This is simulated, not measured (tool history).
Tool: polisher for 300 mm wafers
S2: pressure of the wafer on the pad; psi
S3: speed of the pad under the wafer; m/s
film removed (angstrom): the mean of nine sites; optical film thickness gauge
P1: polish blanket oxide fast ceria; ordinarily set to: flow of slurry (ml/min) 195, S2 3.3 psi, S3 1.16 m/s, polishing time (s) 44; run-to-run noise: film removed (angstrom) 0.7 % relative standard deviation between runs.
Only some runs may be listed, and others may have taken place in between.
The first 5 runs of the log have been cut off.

run 6 hour=39.5 | flow_of_slurry_(ml/min)=115 S2=3.3 S3=1.16 polishing_time_(s)=22 | film_removed_(angstrom)=3594.3
run 7 hour=46.2 | flow_of_slurry_(ml/min)=195 S2=3.3 S3=1.64 polishing_time_(s)=44 | film_removed_(angstrom)=11193
run 8 hour=54 | flow_of_slurry_(ml/min)=195 S2=3.3 S3=1.16 polishing_time_(s)=44 | film_removed_(angstrom)=7970.1
run 9 hour=60.4 | flow_of_slurry_(ml/min)=195 S2=3.3 S3=1.16 polishing_time_(s)=44 | film_removed_(angstrom)=7934.6
run 10 hour=65.6 | flow_of_slurry_(ml/min)=195 S2=3.3 S3=1.16 polishing_time_(s)=44 | film_removed_(angstrom)=7952
run 11 hour=74.3 | flow_of_slurry_(ml/min)=295 S2=3.3 S3=1.16 polishing_time_(s)=44 | film_removed_(angstrom)=8243.4
run 12 hour=79.7 | flow_of_slurry_(ml/min)=195 S2=1.5 S3=1.16 polishing_time_(s)=44 | film_removed_(angstrom)=3592.3
run 13 hour=85.7 | flow_of_slurry_(ml/min)=195 S2=3.3 S3=1.16 polishing_time_(s)=62 | film_removed_(angstrom)=11084
run 14 hour=95.1 | flow_of_slurry_(ml/min)=195 S2=3.3 S3=0.52 polishing_time_(s)=44 | film_removed_(angstrom)=3524.3
run 15 hour=100.6 | flow_of_slurry_(ml/min)=195 S2=3.3 S3=1.16 polishing_time_(s)=44 | film_removed_(angstrom)=7948.3
run 16 hour=107 | flow_of_slurry_(ml/min)=195 S2=5.2 S3=1.16 polishing_time_(s)=44 | film_removed_(angstrom)=12480
run 17 hour=116.4 | flow_of_slurry_(ml/min)=115 S2=1.7 S3=1.16 polishing_time_(s)=44 | film_removed_(angstrom)=3690.1
run 18 hour=124.6 | flow_of_slurry_(ml/min)=115 S2=3.3 S3=1.16 polishing_time_(s)=44 | film_removed_(angstrom)=7329.7
run 19 hour=128.9 | flow_of_slurry_(ml/min)=195 S2=3.3 S3=1.16 polishing_time_(s)=44 | film_removed_(angstrom)=7979.2
run 20 hour=138.3 | flow_of_slurry_(ml/min)=195 S2=3.3 S3=1.16 polishing_time_(s)=44 | film_removed_(angstrom)=7695
run 21 hour=142.4 | flow_of_slurry_(ml/min)=195 S2=3.3 S3=1.16 polishing_time_(s)=44 | film_removed_(angstrom)=7665
run 22 hour=150.2 | flow_of_slurry_(ml/min)=195 S2=3.3 S3=1.16 polishing_time_(s)=44 | film_removed_(angstrom)=7594.5
run 23 hour=156 | flow_of_slurry_(ml/min)=195 S2=3.3 S3=1.16 polishing_time_(s)=44 | film_removed_(angstrom)=7483.5
run 24 hour=165.1 | flow_of_slurry_(ml/min)=195 S2=3.3 S3=1.16 polishing_time_(s)=44 | film_removed_(angstrom)=7527.4

Run 25 comes next. What will it give?
-- hour=171.4 head pressure recalibrated
run 25 hour=173.3 | flow_of_slurry_(ml/min)=195 S2=3.3 S3=1.16 polishing_time_(s)=44 | film_removed_(angstrom)=?

{"run 25": {"film removed (angstrom)": 7399.7}}
